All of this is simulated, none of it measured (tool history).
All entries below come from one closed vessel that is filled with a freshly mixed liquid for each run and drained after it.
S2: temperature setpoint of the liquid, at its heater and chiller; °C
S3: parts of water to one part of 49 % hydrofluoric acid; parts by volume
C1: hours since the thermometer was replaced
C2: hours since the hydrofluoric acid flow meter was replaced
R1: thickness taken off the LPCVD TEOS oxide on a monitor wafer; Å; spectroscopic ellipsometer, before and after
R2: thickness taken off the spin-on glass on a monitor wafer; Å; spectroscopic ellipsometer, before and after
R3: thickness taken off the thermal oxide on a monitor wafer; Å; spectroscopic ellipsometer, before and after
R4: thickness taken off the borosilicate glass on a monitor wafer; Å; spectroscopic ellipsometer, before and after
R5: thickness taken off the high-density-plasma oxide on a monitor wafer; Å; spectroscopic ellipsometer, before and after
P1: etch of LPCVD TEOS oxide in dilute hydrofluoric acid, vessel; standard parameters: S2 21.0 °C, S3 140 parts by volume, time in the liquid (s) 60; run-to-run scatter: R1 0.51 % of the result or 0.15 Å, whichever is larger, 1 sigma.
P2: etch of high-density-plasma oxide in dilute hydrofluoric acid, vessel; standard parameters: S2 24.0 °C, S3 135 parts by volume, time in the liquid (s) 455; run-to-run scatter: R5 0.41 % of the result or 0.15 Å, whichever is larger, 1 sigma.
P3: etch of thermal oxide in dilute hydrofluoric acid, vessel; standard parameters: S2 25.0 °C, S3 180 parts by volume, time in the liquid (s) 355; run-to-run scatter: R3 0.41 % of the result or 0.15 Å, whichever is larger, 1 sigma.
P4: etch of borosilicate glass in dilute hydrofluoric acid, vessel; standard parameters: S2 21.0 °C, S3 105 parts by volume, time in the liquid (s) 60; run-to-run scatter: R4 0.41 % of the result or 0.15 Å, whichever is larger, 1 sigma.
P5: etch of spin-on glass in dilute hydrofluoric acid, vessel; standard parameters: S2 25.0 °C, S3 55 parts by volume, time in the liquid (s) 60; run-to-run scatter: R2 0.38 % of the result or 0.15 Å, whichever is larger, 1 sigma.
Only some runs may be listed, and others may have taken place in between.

{"run": 1, "hour": 3.4, "process that ran": "P1", "S2": 21.0, "S3": 140, "time in the liquid (s)": 60, "C1": 467.8, "C2": 1061.6, "R1": 115.83}
{"run": 2, "hour": 7.6, "process that ran": "P1", "S2": 17.0, "S3": 140, "time in the liquid (s)": 60, "C1": 472.0, "C2": 1065.8, "R1": 98.382}
{"run": 3, "hour": 10.2, "process that ran": "P1", "S2": 21.0, "S3": 140, "time in the liquid (s)": 60, "C1": 474.6, "C2": 1068.4, "R1": 115.89}
{"run": 4, "hour": 15.5, "process that ran": "P5", "S2": 25.0, "S3": 55, "time in the liquid (s)": 115, "C1": 479.9, "C2": 1073.7, "R2": 910.47}
{"run": 5, "hour": 19.9, "process that ran": "P3", "S2": 25.0, "S3": 180, "time in the liquid (s)": 355, "C1": 484.3, "C2": 1078.1, "R3": 91.982}
{"run": 6, "hour": 22.9, "process that ran": "P4", "S2": 17.0, "S3": 105, "time in the liquid (s)": 60, "C1": 487.3, "C2": 1081.1, "R4": 136.24}
{"run": 7, "hour": 25.8, "process that ran": "P4", "S2": 21.0, "S3": 105, "time in the liquid (s)": 60, "C1": 490.2, "C2": 1084.0, "R4": 161.29}
{"run": 8, "hour": 30.5, "process that ran": "P5", "S2": 32.5, "S3": 55, "time in the liquid (s)": 60, "C1": 494.9, "C2": 1088.7, "R2": 630.92}
{"run": 9, "hour": 34.6, "process that ran": "P5", "S2": 25.0, "S3": 80, "time in the liquid (s)": 60, "C1": 499.0, "C2": 1092.8, "R2": 315.2}
{"run": 10, "hour": 37.0, "process that ran": "P4", "S2": 21.0, "S3": 105, "time in the liquid (s)": 30, "C1": 501.4, "C2": 1095.2, "R4": 80.817}
{"run": 11, "hour": 40.0, "process that ran": "P2", "S2": 24.0, "S3": 135, "time in the liquid (s)": 455, "C1": 504.4, "C2": 1098.2, "R5": 292.59}
{"run": 12, "hour": 44.7, "process that ran": "P3", "S2": 25.0, "S3": 180, "time in the liquid (s)": 535, "C1": 509.1, "C2": 1102.9, "R3": 138.45}
{"run": 13, "hour": 48.0, "process that ran": "P3", "S2": 25.0, "S3": 330, "time in the liquid (s)": 355, "C1": 512.4, "C2": 1106.2, "R3": 43.167}
{"run": 14, "hour": 51.3, "process that ran": "P1", "S2": 27.5, "S3": 140, "time in the liquid (s)": 60, "C1": 515.7, "C2": 1109.5, "R1": 148.49}
{"run": 15, "hour": 55.3, "process that ran": "P3", "S2": 31.0, "S3": 180, "time in the liquid (s)": 355, "C1": 519.7, "C2": 1113.5, "R3": 114.8}
{"run": 16, "hour": 60.5, "process that ran": "P2", "S2": 32.5, "S3": 135, "time in the liquid (s)": 455, "C1": 524.9, "C2": 1118.7, "R5": 398.69}
{"run": 17, "hour": 65.5, "process that ran": "P2", "S2": 24.0, "S3": 135, "time in the liquid (s)": 455, "C1": 529.9, "C2": 1123.7, "R5": 292.15}
{"run": 18, "hour": 69.8, "process that ran": "P5", "S2": 25.0, "S3": 55, "time in the liquid (s)": 60, "C1": 534.2, "C2": 1128.0, "R2": 471.91}
{"run": 19, "hour": 72.3, "process that ran": "P3", "S2": 25.0, "S3": 180, "time in the liquid (s)": 355, "C1": 536.7, "C2": 1130.5, "R3": 92.755}
{"run": 20, "hour": 75.9, "process that ran": "P1", "S2": 21.0, "S3": 140, "time in the liquid (s)": 60, "C1": 540.3, "C2": 1134.1, "R1": 115.1}
{"run": 21, "hour": 78.2, "process that ran": "P2", "S2": 24.0, "S3": 50, "time in the liquid (s)": 455, "C1": 542.6, "C2": 1136.4, "R5": 875.46}
{"run": 22, "hour": 82.2, "process that ran": "P1", "S2": 21.0, "S3": 140, "time in the liquid (s)": 30, "C1": 546.6, "C2": 1140.4, "R1": 57.724}
{"run": 23, "hour": 86.9, "process that ran": "P1", "S2": 21.0, "S3": 140, "time in the liquid (s)": 100, "C1": 551.3, "C2": 1145.1, "R1": 193.39}
{"run": 24, "hour": 91.6, "process that ran": "P1", "S2": 26.5, "S3": 140, "time in the liquid (s)": 30, "C1": 556.0, "C2": 1149.8, "R1": 71.753}
{"run": 25, "hour": 94.8, "process that ran": "P1", "S2": 28.5, "S3": 70, "time in the liquid (s)": 60, "C1": 559.2, "C2": 1153.0, "R1": 337.81}
{"run": 26, "hour": 98.4, "process that ran": "P1", "S2": 21.0, "S3": 235, "time in the liquid (s)": 60, "C1": 562.8, "C2": 1156.6, "R1": 62.619}
{"run": 27, "hour": 103.6, "process that ran": "P1", "S2": 17.0, "S3": 85, "time in the liquid (s)": 60, "C1": 568.0, "C2": 1161.8, "R1": 170.76}
{"run": 28, "hour": 106.8, "process that ran": "P4", "S2": 21.0, "S3": 55, "time in the liquid (s)": 60, "C1": 571.2, "C2": 1165.0, "R4": 326.45}
{"hour": 107.4, "done": "thermometer replaced"}
{"run": 29, "hour": 109.1, "process that ran": "P1", "S2": 21.0, "S3": 40, "time in the liquid (s)": 60, "C1": 1.8, "C2": 1167.3, "R1": 452.23}
{"run": 30, "hour": 112.9, "process that ran": "P5", "S2": 25.0, "S3": 55, "time in the liquid (s)": 60, "C1": 5.6, "C2": 1171.1, "R2": 471.16}
{"run": 31, "hour": 115.7, "process that ran": "P2", "S2": 24.0, "S3": 135, "time in the liquid (s)": 875, "C1": 8.4, "C2": 1173.9, "R5": 561.16}
{"run": 32, "hour": 118.6, "process that ran": "P1", "S2": 21.0, "S3": 140, "time in the liquid (s)": 60, "C1": 11.3, "C2": 1176.8, "R1": 115.12}
{"run": 33, "hour": 121.7, "process that ran": "P1", "S2": 21.0, "S3": 140, "time in the liquid (s)": 60, "C1": 14.4, "C2": 1179.9, "R1": 114.75}
{"run": 34, "hour": 124.2, "process that ran": "P1", "S2": 21.0, "S3": 140, "time in the liquid (s)": 60, "C1": 16.9, "C2": 1182.4, "R1": 115.69}
{"run": 35, "hour": 126.6, "process that ran": "P1", "S2": 21.0, "S3": 140, "time in the liquid (s)": 60, "C1": 19.3, "C2": 1184.8, "R1": 118.57}
{"run": 36, "hour": 131.5, "process that ran": "P1", "S2": 21.0, "S3": 140, "time in the liquid (s)": 60, "C1": 24.2, "C2": 1189.7, "R1": 121.39}
{"run": 37, "hour": 135.8, "process that ran": "P1", "S2": 21.0, "S3": 140, "time in the liquid (s)": 60, "C1": 28.5, "C2": 1194.0, "R1": 122.82}
{"run": 38, "hour": 138.4, "process that ran": "P1", "S2": 21.0, "S3": 140, "time in the liquid (s)": 60, "C1": 31.1, "C2": 1196.6, "R1": 124.56}
{"run": 39, "hour": 142.3, "process that ran": "P1", "S2": 21.0, "S3": 140, "time in the liquid (s)": 60, "C1": 35.0, "C2": 1200.5, "R1": 125.91}
{"run": 40, "hour": 145.3, "process that ran": "P1", "S2": 21.0, "S3": 140, "time in the liquid (s)": 60, "C1": 38.0, "C2": 1203.5, "R1": 125.95}
{"run": 41, "hour": 148.8, "process that ran": "P1", "S2": 21.0, "S3": 140, "time in the liquid (s)": 60, "C1": 41.5, "C2": 1207.0, "R1": 127.02}
{"run": 42, "hour": 153.2, "process that ran": "P1", "S2": 21.0, "S3": 140, "time in the liquid (s)": 60, "C1": 45.9, "C2": 1211.4, "R1": 125.28}
{"run": 43, "hour": 155.6, "process that ran": "P1", "S2": 21.0, "S3": 140, "time in the liquid (s)": 60, "C1": 48.3, "C2": 1213.8, "R1": 126.67}

P1 has crept away from where it was. The log is fitted equally well by each of these 2 causes, at the sizes shown:
A: liquid hotter than its thermometer reads (K) = 2.43
B: hydrofluoric acid flow above the setpoint (%) = 8.66
The gradual shift began around hour 124.2.

The list below offers 4 check runs, each averaging the results of 2 wafers, and shows each result as a question mark. For which of them would the listed causes give clearly different results?
{"run": "check 1", "hour": 158.0, "process that ran": "P5", "S2": 25.0, "S3": 80, "time in the liquid (s)": 100, "R2": "?"}
{"run": "check 2", "hour": 158.0, "process that ran": "P3", "S2": 30.5, "S3": 290, "time in the liquid (s)": 355, "R3": "?"}
{"run": "check 3", "hour": 158.0, "process that ran": "P2", "S2": 24.0, "S3": 135, "time in the liquid (s)": 860, "R5": "?"}
{"run": "check 4", "hour": 158.0, "process that ran": "P4", "S2": 21.0, "S3": 105, "time in the liquid (s)": 30, "R4": "?"}

Check results expected under each cause:
check=check_1 result=R2 if_A=577.48 if_B=574.93
check=check_2 result=R3 if_A=65.831 if_B=67.984
check=check_3 result=R5 if_A=604.56 if_B=606.35
check=check_4 result=R4 if_A=88.954 if_B=88.522
Smallest distance between any two causes, each pair judged by its most separating result, in per cent: check 1 0.44 %; check 2 3.22 %; check 3 0.29 %; check 4 0.49 %
Check 2 tells the causes apart: in the others they would give nearly the same result.

Then check 2 was run and gave: R3 65.996 Å. Which cause is it?

The cause is A: liquid hotter than its thermometer reads (K).

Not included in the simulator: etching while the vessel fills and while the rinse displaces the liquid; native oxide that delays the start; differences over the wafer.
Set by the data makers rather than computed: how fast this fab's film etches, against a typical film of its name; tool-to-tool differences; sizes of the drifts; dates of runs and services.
